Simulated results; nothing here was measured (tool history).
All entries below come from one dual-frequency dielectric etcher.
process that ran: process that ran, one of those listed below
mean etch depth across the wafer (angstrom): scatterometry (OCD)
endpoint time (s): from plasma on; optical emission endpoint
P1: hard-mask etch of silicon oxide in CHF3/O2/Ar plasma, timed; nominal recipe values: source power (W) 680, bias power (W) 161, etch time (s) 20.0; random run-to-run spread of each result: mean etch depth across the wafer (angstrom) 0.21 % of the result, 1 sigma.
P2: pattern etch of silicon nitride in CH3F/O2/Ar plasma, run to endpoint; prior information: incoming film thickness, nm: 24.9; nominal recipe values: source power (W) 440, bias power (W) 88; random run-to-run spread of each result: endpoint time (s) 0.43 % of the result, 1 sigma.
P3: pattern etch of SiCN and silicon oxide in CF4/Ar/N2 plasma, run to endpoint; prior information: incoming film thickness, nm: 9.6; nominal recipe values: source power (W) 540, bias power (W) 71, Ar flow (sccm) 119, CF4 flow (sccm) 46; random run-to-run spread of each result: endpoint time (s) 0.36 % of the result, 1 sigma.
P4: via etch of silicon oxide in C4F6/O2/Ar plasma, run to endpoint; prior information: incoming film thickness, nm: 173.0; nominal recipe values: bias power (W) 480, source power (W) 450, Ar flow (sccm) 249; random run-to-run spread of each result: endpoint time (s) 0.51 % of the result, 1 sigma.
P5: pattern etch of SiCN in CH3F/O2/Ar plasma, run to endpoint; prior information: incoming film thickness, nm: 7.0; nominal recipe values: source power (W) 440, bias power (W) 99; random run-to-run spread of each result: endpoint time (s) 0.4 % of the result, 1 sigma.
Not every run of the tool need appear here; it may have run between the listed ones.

| run | hour | process that ran | source power (W) | bias power (W) | etch time (s) | Ar flow (sccm) | CF4 flow (sccm) | hours since the last wet clean | hours since the last source power generator calibration | hours since the last bias power generator calibration | mean etch depth across the wafer (angstrom) | endpoint time (s) |
|---|---|---|---|---|---|---|---|---|---|---|---|---|
| 1 | 5.2 | P1 | 680 | 161 | 20.0 |  |  | 103.8 | 2532.5 | 1584.9 | 401.98 |  |
| 2 | 11.3 | P1 | 970 | 161 | 20.0 |  |  | 109.9 | 2538.6 | 1591.0 | 461.06 |  |
| 3 | 18.1 | P5 | 440 | 99 |  |  |  | 116.7 | 2545.4 | 1597.8 |  | 16.2020 |
| 4 | 28.3 | P1 | 680 | 161 | 30.0 |  |  | 126.9 | 2555.6 | 1608.0 | 603.00 |  |
| 5 | 34.0 | P1 | 680 | 161 | 20.0 |  |  | 132.6 | 2561.3 | 1613.7 | 402.10 |  |
| 6 | 39.4 | P5 | 440 | 61 |  |  |  | 138.0 | 2566.7 | 1619.1 |  | 19.2180 |
| 7 | 44.5 | P2 | 340 | 88 |  |  |  | 143.1 | 2571.8 | 1624.2 |  | 35.7470 |
| 8 | 49.9 | P1 | 680 | 161 | 20.0 |  |  | 148.5 | 2577.2 | 1629.6 | 400.13 |  |
| 9 | 59.1 | P4 | 450 | 480 |  | 249 |  | 157.7 | 2586.4 | 1638.8 |  | 35.6010 |
| 10 | 68.4 | P4 | 450 | 657 |  | 249 |  | 167.0 | 2595.7 | 1648.1 |  | 31.4420 |
| 11 | 73.2 | P1 | 680 | 208 | 20.0 |  |  | 171.8 | 2600.5 | 1652.9 | 437.32 |  |
| 12 | 80.7 | P5 | 580 | 99 |  |  |  | 179.3 | 2608.0 | 1660.4 |  | 14.6120 |
| 13 | 90.4 | P1 | 680 | 161 | 20.0 |  |  | 189.0 | 2617.7 | 1670.1 | 399.54 |  |
| 14 | 100.0 | P1 | 680 | 161 | 20.0 |  |  | 198.6 | 2627.3 | 1679.7 | 400.05 |  |
| 15 | 104.6 | P2 | 440 | 58 |  |  |  | 203.2 | 2631.9 | 1684.3 |  | 37.4050 |
| 16 | 112.0 | P2 | 440 | 88 |  |  |  | 210.6 | 2639.3 | 1691.7 |  | 32.5470 |
| 17 | 120.8 | P1 | 680 | 122 | 20.0 |  |  | 219.4 | 2648.1 | 1700.5 | 366.84 |  |
| 18 | 129.1 | P4 | 450 | 480 |  | 320 |  | 227.7 | 2656.4 | 1708.8 |  | 36.1440 |
| 19 | 136.3 | P4 | 280 | 480 |  | 249 |  | 234.9 | 2663.6 | 1716.0 |  | 42.1300 |
| 20 | 143.7 | P1 | 680 | 161 | 20.0 |  |  | 242.3 | 2671.0 | 1723.4 | 400.76 |  |
| 21 | 153.9 | P1 | 490 | 161 | 29.5 |  |  | 252.5 | 2681.2 | 1733.6 | 521.62 |  |
| 22 | 159.8 | P1 | 680 | 161 | 11.0 |  |  | 258.4 | 2687.1 | 1739.5 | 219.54 |  |
| 23 | 169.2 | P1 | 440 | 161 | 20.0 |  |  | 267.8 | 2696.5 | 1748.9 | 337.82 |  |
| 24 | 179.7 | P3 | 540 | 46 |  | 119 | 46 | 278.3 | 2707.0 | 1759.4 |  | 12.2680 |
| 25 | 186.2 | P3 | 730 | 71 |  | 119 | 46 | 284.8 | 2713.5 | 1765.9 |  | 8.1698 |
| 26 | 191.6 | P3 | 540 | 71 |  | 119 | 46 | 290.2 | 2718.9 | 1771.3 |  | 10.5950 |
| 27 | 198.5 | P3 | 540 | 71 |  | 90 | 46 | 297.1 | 2725.8 | 1778.2 |  | 10.1010 |
| 28 | 208.0 | P4 | 450 | 480 |  | 249 |  | 306.6 | 2735.3 | 1787.7 |  | 35.5650 |
| 29 | 216.7 | P3 | 540 | 71 |  | 119 | 61 | 315.3 | 2744.0 | 1796.4 |  | 9.9890 |
| 30 | 221.9 | P1 | 680 | 161 | 20.0 |  |  | 320.5 | 2749.2 | 1801.6 | 399.13 |  |
| 31 | 229.7 | P1 | 680 | 161 | 20.0 |  |  | 328.3 | 2757.0 | 1809.4 | 397.97 |  |
| 32 | 236.4 | P1 | 680 | 161 | 20.0 |  |  | 335.0 | 2763.7 | 1816.1 | 395.71 |  |
| 33 | 244.5 | P1 | 680 | 161 | 20.0 |  |  | 343.1 | 2771.8 | 1824.2 | 394.81 |  |
|  | 250.4 | wet clean of the chamber |
| 34 | 251.2 | P1 | 680 | 161 | 20.0 |  |  | 0.9 | 2778.5 | 1830.9 | 395.55 |  |
| 35 | 256.1 | P1 | 680 | 161 | 20.0 |  |  | 5.8 | 2783.4 | 1835.8 | 395.89 |  |
| 36 | 262.4 | P1 | 680 | 161 | 20.0 |  |  | 12.1 | 2789.7 | 1842.1 | 394.50 |  |
| 37 | 268.8 | P1 | 680 | 161 | 20.0 |  |  | 18.5 | 2796.1 | 1848.5 | 394.53 |  |
| 38 | 275.5 | P1 | 680 | 161 | 20.0 |  |  | 25.2 | 2802.8 | 1855.2 | 394.53 |  |
| 39 | 280.1 | P1 | 680 | 161 | 20.0 |  |  | 29.8 | 2807.4 | 1859.8 | 394.34 |  |

What P1 gives has crept off from where it sat before. The 2 causes that follow fit the log equally well, each at the size noted:
A: bias power that arrives under what is set, % = 4.72
B: source power that arrives under what is set, % = 3.98
At approximately hour 221.9, the process output began to creep.
Each remaining cause and why it is not a fit:
chamber walls in a state that lowers the etch rate, %: serviced after onset, at hour 250.4, with no recovery of the prior output

The 4 check runs listed below each average the results of 2 wafers, and their outcomes are marked with question marks. Under which run would the listed causes produce clearly different results?
| check 1 | 284.7 | P3 | 540 | 47 |  | 92 | 46 |  |  |  |  | ? |
| check 2 | 284.7 | P5 | 560 | 68 |  |  |  |  |  |  |  | ? |
| check 3 | 284.7 | P4 | 330 | 638 |  | 249 |  |  |  |  |  | ? |
| check 4 | 284.7 | P2 | 440 | 61 |  |  |  |  |  |  |  | ? |

How each check would come out, cause by cause:
| check | result | if A | if B |
|---|---|---|---|
| check 1 | endpoint time (s) | 11.8000 | 12.0480 |
| check 2 | endpoint time (s) | 17.2280 | 17.2130 |
| check 3 | endpoint time (s) | 36.3790 | 36.2340 |
| check 4 | endpoint time (s) | 37.2860 | 37.2830 |
Gap, in per cent, between the two causes that each check separates least, read from the result that separates them most: check 1 2.08 %; check 2 0.09 %; check 3 0.4 %; check 4 0.01 %
Of the check runs offered, only check 1 discriminates between the causes; the rest would read about the same regardless of which cause applies.

Check 1 was carried out, with these results: endpoint time (s) 11.8050. Which of the listed causes is responsible?

It was cause A: bias power that arrives under what is set, %.
